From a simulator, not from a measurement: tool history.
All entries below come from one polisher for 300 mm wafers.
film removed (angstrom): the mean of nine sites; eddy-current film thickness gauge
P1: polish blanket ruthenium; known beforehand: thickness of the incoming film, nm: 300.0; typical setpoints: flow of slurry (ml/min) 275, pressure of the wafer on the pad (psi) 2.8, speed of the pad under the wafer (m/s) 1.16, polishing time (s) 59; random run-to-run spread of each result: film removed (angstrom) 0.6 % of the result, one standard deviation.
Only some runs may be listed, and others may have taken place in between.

run	hour	flow of slurry (ml/min)	pressure of the wafer on the pad (psi)	speed of the pad under the wafer (m/s)	polishing time (s)	film removed (angstrom)
1	6.7	275	2.8	1.16	59	882.3
2	14.4	275	2	1.16	59	629.84
3	20.9	275	2.8	0.52	59	396.18
4	26.3	275	2.8	1.16	59	873.19
5	31.4	190	2.8	1.16	35	503.07
6	37.2	275	2.8	1.16	38	570.17
7	42.2	275	2.8	1.16	59	884.88
# hour 43: head pressure recalibrated
8	49.5	275	2.8	1.16	83	1244.5
9	59.9	380	2.8	1.16	74	1139.1
10	64.8	275	2.8	1.64	59	1243.9
11	70.9	355	2.8	1.16	59	896.94
12	76.8	165	2.8	1.64	59	1183.6
# hour 81.9: slurry nozzle cleaned
13	85.8	275	2.8	1.16	59	884.39
14	93.4	165	2.8	1.16	59	823.89
15	100.9	275	4.4	1.16	59	1384.4
16	108.1	275	2.8	1.16	59	882.85
17	113.3	275	2.8	1.16	59	883.74
18	120.9	275	2.8	1.16	59	868.68
19	130.6	275	2.8	1.16	59	867.28
# hour 135.1: worn pad replaced by a new one
20	138.4	275	2.8	1.16	59	855.09
21	147.2	275	2.8	1.16	59	855.65
22	154.3	275	2.8	1.16	59	846.51
23	159.6	275	2.8	1.16	59	852.09
24	165	275	2.8	1.16	59	863.22
25	171.7	275	2.8	1.16	59	847.21
26	179.7	275	2.8	1.16	59	845.94

P1 has crept away from where it was. The log is fitted equally well by each of these 2 causes, at the sizes shown:
A: slurry flow missing at the pad, % = 28.7
B: head's pressure below its setpoint, % = 3.81
The process output started creeping at around hour 108.1.
Other possible causes, and why each is ruled out:
removal rate lost through wear of the pad, %: work on it at hour 135.1, done after the drift set in, did not restore what the process gave before

Consider the 4 check runs below, whose results appear as question marks and each of which averages 5 wafers. Which one distinguishes the causes, in that each cause would give it a clearly different result?
check 1	187.7	275	4.1	1.6	59	?
check 2	187.7	275	3.8	1.16	72	?
check 3	187.7	275	2.8	0.88	59	?
check 4	187.7	175	3.7	1.16	59	?

Expected result of each check under each candidate cause:
check	result	if A	if B
check 1	film removed (angstrom)	1714.6	1714.6
check 2	film removed (angstrom)	1405.9	1406
check 3	film removed (angstrom)	644	644.02
check 4	film removed (angstrom)	1040.3	1061.8
Minimum pairwise separation of causes per check, each pair taken at its best-separating result: check 1 0 %; check 2 0 %; check 3 0 %; check 4 2.05 %
Of the check runs offered, only check 4 discriminates between the causes; the rest would read about the same regardless of which cause applies.

After running check 4, the following was obtained: film removed (angstrom) 1042.9. Which cause does this point to?

The correct cause is A, namely: slurry flow missing at the pad, %.
